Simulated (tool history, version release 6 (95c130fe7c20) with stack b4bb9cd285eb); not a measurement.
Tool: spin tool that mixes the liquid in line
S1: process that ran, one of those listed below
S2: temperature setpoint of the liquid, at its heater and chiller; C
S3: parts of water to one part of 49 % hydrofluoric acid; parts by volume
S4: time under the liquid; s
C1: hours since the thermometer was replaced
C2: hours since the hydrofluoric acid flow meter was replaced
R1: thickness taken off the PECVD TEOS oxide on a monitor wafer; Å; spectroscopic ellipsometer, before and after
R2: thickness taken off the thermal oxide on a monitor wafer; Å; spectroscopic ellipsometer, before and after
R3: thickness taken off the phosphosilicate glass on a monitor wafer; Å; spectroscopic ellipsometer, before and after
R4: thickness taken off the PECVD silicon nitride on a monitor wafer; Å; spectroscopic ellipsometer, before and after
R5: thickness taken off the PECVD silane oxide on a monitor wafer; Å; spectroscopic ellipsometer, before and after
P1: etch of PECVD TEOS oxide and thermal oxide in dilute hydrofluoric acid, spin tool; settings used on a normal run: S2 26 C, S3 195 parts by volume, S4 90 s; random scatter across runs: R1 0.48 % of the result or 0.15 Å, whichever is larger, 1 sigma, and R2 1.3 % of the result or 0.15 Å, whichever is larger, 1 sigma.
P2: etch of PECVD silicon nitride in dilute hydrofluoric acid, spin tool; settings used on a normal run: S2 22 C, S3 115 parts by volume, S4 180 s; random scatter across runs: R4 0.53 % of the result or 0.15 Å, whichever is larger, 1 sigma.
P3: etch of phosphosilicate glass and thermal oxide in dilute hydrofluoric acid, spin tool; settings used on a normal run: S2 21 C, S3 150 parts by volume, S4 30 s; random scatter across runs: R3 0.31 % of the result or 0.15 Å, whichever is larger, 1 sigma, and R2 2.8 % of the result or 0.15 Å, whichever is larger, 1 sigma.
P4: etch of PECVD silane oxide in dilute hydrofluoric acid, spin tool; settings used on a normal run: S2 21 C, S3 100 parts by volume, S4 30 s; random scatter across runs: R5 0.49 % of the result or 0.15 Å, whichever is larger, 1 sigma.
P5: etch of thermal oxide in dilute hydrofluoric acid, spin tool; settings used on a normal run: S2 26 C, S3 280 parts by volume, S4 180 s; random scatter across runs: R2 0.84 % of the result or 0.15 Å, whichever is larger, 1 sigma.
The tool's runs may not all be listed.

run	hour	S1	S2	S3	S4	C1	C2	R1	R2	R3	R4	R5
1	8.2	P1	26	195	90	347	1359.9	71.72	21.517			
2	13	P3	21	150	30	351.8	1364.7		7.9661	149.6		
3	18.1	P1	26	195	35	356.9	1369.8	27.627	8.6799			
4	25.8	P1	26	195	90	364.6	1377.5	71.436	21.189			
5	34.5	P2	22	70	180	373.3	1386.2				80.81	
6	40.4	P3	21	240	30	379.2	1392.1		4.6174	85.389		
7	46.5	P2	22	115	180	385.3	1398.2				49.126	
8	52.7	P5	26	280	180	391.5	1404.4		27.892			
9	60.1	P1	26	85	90	398.9	1411.8	186.5	56.263			
10	65.8	P5	26	280	180	404.6	1417.5		28.334			
11	73.8	P2	22	115	275	412.6	1425.5				75.202	
12	78.1	P1	26	195	90	416.9	1429.8	71.39	21.38			
13	82.3	P3	21	150	30	421.1	1434		7.8843	149.51		
14	89.6	P4	21	20	30	428.4	1441.3					363.94
15	95.5	P2	17.5	115	180	434.3	1447.2				36.258	
16	104	P3	28	150	30	442.8	1455.7		11.061	195.15		
17	111.5	P1	26	195	90	450.3	1463.2	70.731	21.368			
18	118.1	P1	31.5	195	90	456.9	1469.8	87.014	25.769			
19	126.5	P1	22	195	90	465.3	1478.2	61.557	18.528			
20	135.8	P4	26	100	30	474.6	1487.5					81.049
21	143	P1	26	300	170	481.8	1494.7	78.262	23.252			
22	147.2	P3	21	150	15	486	1498.9		4.0446	74.178		
23	153.5	P5	33.5	280	180	492.3	1505.2		36.16			
24	161.8	P4	21	100	45	500.6	1513.5					99.299
25	166.7	P1	26	285	90	505.5	1518.4	44.234	13.507			
26	173.8	P2	22	115	180	512.6	1525.5				48.866	
27	179.3	P5	26	280	310	518.1	1531		47.925			
28	187.8	P5	26	125	180	526.6	1539.5		76.07			
29	194.8	P4	21	100	30	533.6	1546.5					66.423
30	202.2	P1	26	195	175	541	1553.9	138.55	41.944			
31	211.1	P1	26	195	90	549.9	1562.8	71.685	20.872			
32	220.1	P1	26	195	90	558.9	1571.8	68.756	20.868			
33	224.6	P1	26	195	90	563.4	1576.3	69.05	20.736			

The next listed run, before its measurement:
34	230.4	P1	26	195	90	569.2	1582.1	?	?			

Run 34 came out at R1 68.049 Å, R2 20.542 Å.
